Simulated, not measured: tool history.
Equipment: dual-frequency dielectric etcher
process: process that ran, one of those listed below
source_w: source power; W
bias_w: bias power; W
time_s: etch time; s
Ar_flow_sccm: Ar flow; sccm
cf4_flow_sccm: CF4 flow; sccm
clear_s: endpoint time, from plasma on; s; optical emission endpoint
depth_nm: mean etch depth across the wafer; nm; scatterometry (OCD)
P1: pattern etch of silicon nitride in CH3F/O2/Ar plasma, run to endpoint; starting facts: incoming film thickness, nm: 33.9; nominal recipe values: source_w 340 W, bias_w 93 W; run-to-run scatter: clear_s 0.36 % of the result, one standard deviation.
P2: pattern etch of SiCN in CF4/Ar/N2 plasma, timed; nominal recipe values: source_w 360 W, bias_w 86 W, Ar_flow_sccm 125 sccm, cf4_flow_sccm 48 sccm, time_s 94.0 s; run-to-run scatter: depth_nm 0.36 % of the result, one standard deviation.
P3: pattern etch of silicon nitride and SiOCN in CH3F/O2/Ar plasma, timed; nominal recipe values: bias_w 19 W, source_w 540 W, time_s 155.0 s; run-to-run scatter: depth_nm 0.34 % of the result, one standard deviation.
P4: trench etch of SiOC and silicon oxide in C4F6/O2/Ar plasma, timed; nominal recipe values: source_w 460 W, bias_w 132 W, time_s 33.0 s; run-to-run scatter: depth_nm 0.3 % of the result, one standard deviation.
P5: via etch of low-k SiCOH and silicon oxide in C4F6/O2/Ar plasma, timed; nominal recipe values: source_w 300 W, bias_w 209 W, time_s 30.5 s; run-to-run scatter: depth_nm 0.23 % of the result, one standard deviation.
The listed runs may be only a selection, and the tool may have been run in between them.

run	hour	process	source_w	bias_w	time_s	Ar_flow_sccm	cf4_flow_sccm	clear_s	depth_nm
1	5.2	P1	340	93				48.010	
2	8.2	P1	340	93				47.965	
3	13.4	P3	540	23	155.0				23.643
4	18.0	P4	460	132	33.0				61.050
5	21.5	P1	340	93				48.069	
6	24.4	P4	360	132	33.0				55.888
7	27.4	P5	300	165	30.5				64.544
8	30.1	P3	700	19	155.0				23.628
9	33.0	P1	340	55				57.525	
10	37.2	P1	340	93				47.941	
11	40.6	P1	390	60				52.609	
12	45.9	P5	300	209	44.5				101.790
13	50.5	P1	220	61				65.944	
14	54.9	P2	360	86	94.0	125	59		66.932
15	58.5	P2	360	86	51.5	125	48		35.631
# hour 60.0: source power generator calibrated
16	61.8	P3	540	19	155.0				21.613
17	64.4	P2	360	68	94.0	125	48		59.419
18	70.1	P2	360	86	94.0	80	48		69.603
19	73.2	P5	300	209	30.5				70.090
20	77.7	P5	380	209	30.5				76.587
21	83.3	P1	260	93				53.193	
22	87.6	P4	460	132	33.0				61.593
23	91.3	P3	540	19	89.0				12.373
24	94.3	P3	540	19	155.0				21.568
25	99.9	P2	360	86	94.0	125	48		64.504
26	105.9	P4	460	99	33.0				56.598

For run 27, what comes out?
27	109.0	P1	340	127				?	

Run 27 came out at clear_s 42.595 s.
